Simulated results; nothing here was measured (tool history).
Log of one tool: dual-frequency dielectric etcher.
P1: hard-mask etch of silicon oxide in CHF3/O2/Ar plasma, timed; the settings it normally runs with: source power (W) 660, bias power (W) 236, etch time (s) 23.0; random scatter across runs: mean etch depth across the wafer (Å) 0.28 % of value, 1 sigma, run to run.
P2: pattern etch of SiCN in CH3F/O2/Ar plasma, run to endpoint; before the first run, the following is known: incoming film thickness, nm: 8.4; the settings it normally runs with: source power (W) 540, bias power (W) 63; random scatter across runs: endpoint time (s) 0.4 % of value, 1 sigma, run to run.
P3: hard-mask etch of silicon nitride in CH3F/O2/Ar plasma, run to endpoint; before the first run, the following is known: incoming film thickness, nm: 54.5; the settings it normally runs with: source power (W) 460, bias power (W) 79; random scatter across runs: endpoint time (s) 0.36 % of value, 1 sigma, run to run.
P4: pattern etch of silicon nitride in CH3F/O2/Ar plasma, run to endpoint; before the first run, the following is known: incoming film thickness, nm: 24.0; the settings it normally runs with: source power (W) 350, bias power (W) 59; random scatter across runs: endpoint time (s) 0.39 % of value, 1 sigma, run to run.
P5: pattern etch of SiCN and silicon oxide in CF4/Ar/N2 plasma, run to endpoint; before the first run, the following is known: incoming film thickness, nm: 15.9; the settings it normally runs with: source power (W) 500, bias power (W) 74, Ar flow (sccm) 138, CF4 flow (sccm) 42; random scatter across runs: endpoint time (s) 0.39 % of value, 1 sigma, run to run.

run	day	process that ran	source power (W)	bias power (W)	etch time (s)	Ar flow (sccm)	CF4 flow (sccm)	hours since the last wet clean	hours since the last source power generator calibration	hours since the last bias power generator calibration	mean etch depth across the wafer (Å)	endpoint time (s)
1	0.538	P1	660	236	23.0			313.7	1282.9	1382.1	534.86	
2	0.838	P5	500	58		138	42	320.9	1290.1	1389.3		20.720
3	1.146	P5	500	74		138	42	328.3	1297.5	1396.7		18.987
4	1.562	P2	540	37				338.3	1307.5	1406.7		23.695
5	1.988	P1	660	236	23.0			348.5	1317.7	1416.9	533.42	
6	2.358	P5	500	74		138	59	357.4	1326.6	1425.8		17.881
# day 2.458: wet clean of the chamber
7	2.850	P4	240	59				9.5	1338.4	1437.6		46.339
8	3.400	P1	660	236	23.0			22.7	1351.6	1450.8	535.21	
9	3.696	P1	660	236	29.0			29.8	1358.7	1457.9	673.98	
10	3.954	P3	300	79				36.0	1364.9	1464.1		82.849
11	4.379	P1	660	155	23.0			46.2	1375.1	1474.3	462.59	
12	4.788	P4	350	38				56.0	1384.9	1484.1		46.096
13	5.229	P1	440	236	23.0			66.6	1395.5	1494.7	459.29	
14	5.525	P3	460	79				73.7	1402.6	1501.8		70.255
15	6.088	P1	660	236	23.0			87.2	1416.1	1515.3	536.52	
16	6.338	P1	660	236	17.0			93.2	1422.1	1521.3	393.94	
17	6.750	P4	350	59				103.1	1432.0	1531.2		39.854
18	7.104	P1	660	236	23.0			111.6	1440.5	1539.7	534.09	
19	7.608	P2	540	63				123.7	1452.6	1551.8		20.141
20	7.971	P2	310	63				132.4	1461.3	1560.5		24.822
21	8.225	P3	460	79				138.5	1467.4	1566.6		70.452
22	8.533	P3	460	98				145.9	1474.8	1574.0		65.195
23	8.938	P5	500	74		83	42	155.6	1484.5	1583.7		17.355
24	9.492	P1	660	166	29.5			168.9	1497.8	1597.0	609.01	
25	10.017	P1	860	236	23.0			181.5	1510.4	1609.6	590.87	
26	10.329	P5	340	74		138	42	189.0	1517.9	1617.1		26.319
27	10.579	P1	660	332	23.0			195.0	1523.9	1623.1	607.20	
28	11.004	P5	500	74		138	42	205.2	1534.1	1633.3		18.841
29	11.346	P1	660	236	23.0			213.4	1542.3	1641.5	535.07	
30	11.742	P1	660	236	23.0			222.9	1551.8	1651.0	538.31	
31	11.988	P1	660	236	23.0			228.8	1557.7	1656.9	540.51	
32	12.408	P1	660	236	23.0			238.9	1567.8	1667.0	542.12	
# day 12.575: wet clean of the chamber
33	12.733	P1	660	236	23.0			3.9	1575.6	1674.8	540.50	
34	13.058	P1	660	236	23.0			11.7	1583.4	1682.6	545.34	
35	13.521	P1	660	236	23.0			22.8	1594.5	1693.7	542.27	
36	13.783	P1	660	236	23.0			29.1	1600.8	1700.0	542.76	
37	14.246	P1	660	236	23.0			40.2	1611.9	1711.1	543.33	
38	14.779	P1	660	236	23.0			53.0	1624.7	1723.9	543.80	

The output of P1 has drifted from where it used to be. Each of the 2 causes below, taken at the size shown beside it, accounts for the log equally well:
A: source power that arrives over what is set, % = 4.24
B: bias power that arrives over what is set, % = 4.54
The process output started creeping at around day 11.346.
Each remaining cause and why it is not a fit:
chamber walls in a state that raises the etch rate, %: serviced after onset, at day 12.575, with no recovery of the prior output

4 check runs are offered, each on 2 wafers whose results are averaged, their results left as question marks. Which one tells the causes apart?
check 1	15.312	P5	500	74		88	42					?
check 2	15.312	P2	350	49								?
check 3	15.312	P4	350	50								?
check 4	15.312	P3	310	79								?

Outcome of each check run for each possible cause:
check	result	if A	if B
check 1	endpoint time (s)	16.924	17.273
check 2	endpoint time (s)	25.436	25.472
check 3	endpoint time (s)	41.421	41.503
check 4	endpoint time (s)	80.562	80.537
Per-check spread between the two closest causes, in the result where they differ most: check 1 2.04 %; check 2 0.14 %; check 3 0.2 %; check 4 0.03 %
The other checks would show nearly matching results whichever cause is true, so check 1 is the only one that separates the causes.

Here is what check 1 returned: endpoint time (s) 16.886. Which cause is it?

The correct cause is A, namely: source power that arrives over what is set, %.
